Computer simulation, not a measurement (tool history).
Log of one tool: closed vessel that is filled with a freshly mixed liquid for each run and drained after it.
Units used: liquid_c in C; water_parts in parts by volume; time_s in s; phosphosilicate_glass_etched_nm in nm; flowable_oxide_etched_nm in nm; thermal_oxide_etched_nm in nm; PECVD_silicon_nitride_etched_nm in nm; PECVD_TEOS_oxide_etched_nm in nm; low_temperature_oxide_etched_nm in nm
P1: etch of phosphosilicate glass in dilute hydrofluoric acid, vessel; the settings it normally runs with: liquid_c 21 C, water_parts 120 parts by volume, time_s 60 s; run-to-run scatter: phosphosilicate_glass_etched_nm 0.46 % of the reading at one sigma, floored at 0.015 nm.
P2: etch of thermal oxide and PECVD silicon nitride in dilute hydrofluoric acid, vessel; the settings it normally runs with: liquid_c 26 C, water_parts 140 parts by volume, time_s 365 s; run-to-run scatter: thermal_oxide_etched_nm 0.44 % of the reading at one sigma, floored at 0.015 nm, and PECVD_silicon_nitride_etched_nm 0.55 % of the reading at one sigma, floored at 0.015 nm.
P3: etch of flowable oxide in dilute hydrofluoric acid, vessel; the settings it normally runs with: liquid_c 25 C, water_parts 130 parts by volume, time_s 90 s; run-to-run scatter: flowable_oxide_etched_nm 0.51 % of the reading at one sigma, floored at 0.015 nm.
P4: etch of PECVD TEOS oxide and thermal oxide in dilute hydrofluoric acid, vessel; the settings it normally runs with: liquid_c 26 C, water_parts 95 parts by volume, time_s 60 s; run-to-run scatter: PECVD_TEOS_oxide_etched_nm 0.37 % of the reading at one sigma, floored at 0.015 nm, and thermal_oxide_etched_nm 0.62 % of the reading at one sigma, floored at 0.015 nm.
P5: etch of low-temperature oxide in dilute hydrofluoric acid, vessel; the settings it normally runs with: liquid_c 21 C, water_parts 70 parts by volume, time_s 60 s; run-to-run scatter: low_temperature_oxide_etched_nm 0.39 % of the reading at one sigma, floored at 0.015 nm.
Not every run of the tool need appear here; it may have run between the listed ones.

run	hour	process	liquid_c	water_parts	time_s	phosphosilicate_glass_etched_nm	flowable_oxide_etched_nm	thermal_oxide_etched_nm	PECVD_silicon_nitride_etched_nm	PECVD_TEOS_oxide_etched_nm	low_temperature_oxide_etched_nm
1	5.3	P1	21	120	60	54.302					
2	13.8	P1	21	120	30	27.239					
3	18	P3	25	130	90		39.26				
4	26.3	P2	31.5	140	365			16.153	21.318		
5	33.7	P3	29.5	130	90		46.773				
6	41.4	P1	17	120	60	46.346					
7	48	P1	21	120	60	54.647					
8	56.6	P2	26	80	365			24.73	26.394		
9	64.8	P2	26	140	590			21.282	24.325		
10	70.1	P2	26	140	365			13.113	15.147		
11	77.4	P1	21	120	60	54.71					
12	86.2	P1	21	120	60	54.127					
13	90.6	P3	25	130	90		39.275				
14	95	P4	26	95	100			5.7519		21.822	
15	100.2	P4	32.5	95	60			4.3944		16.673	
16	107.5	P1	21	120	60	54.565					
17	111.8	P5	21	70	60						19.514
18	118.4	P4	26	95	60			3.4643		12.968	
19	122.5	P4	26	95	60			3.4391		12.99	
20	131.4	P1	21	70	60	99.922					
21	135.7	P1	21	210	60	28.349					
# hour 139: hydrofluoric acid flow meter replaced
22	140	P1	25.5	120	60	65.593					
23	148.5	P1	17	120	30	22.997					
24	154	P5	17	70	60						16.468
25	159.7	P1	21	120	110	101.07					
26	167.5	P5	21	70	95						31.068
27	172	P5	21	120	60						10.773
28	180.7	P4	26	20	60			18.355		68.636	
29	186.2	P2	26	140	365			13.1	14.969		
30	191.7	P3	25	130	175		76.831				
31	198.6	P3	25	30	90		194.09				
32	206.3	P1	21	120	60	54.785					
33	211.9	P1	21	120	60	52.946					
34	216.8	P1	21	120	60	52.021					
35	221.1	P1	21	120	60	51.875					
36	228.9	P1	21	120	60	50.367					

Forecast run 37:
37	234.5	P1	21	120	60	?					

{"run 37": {"phosphosilicate_glass_etched_nm": 50.164}}
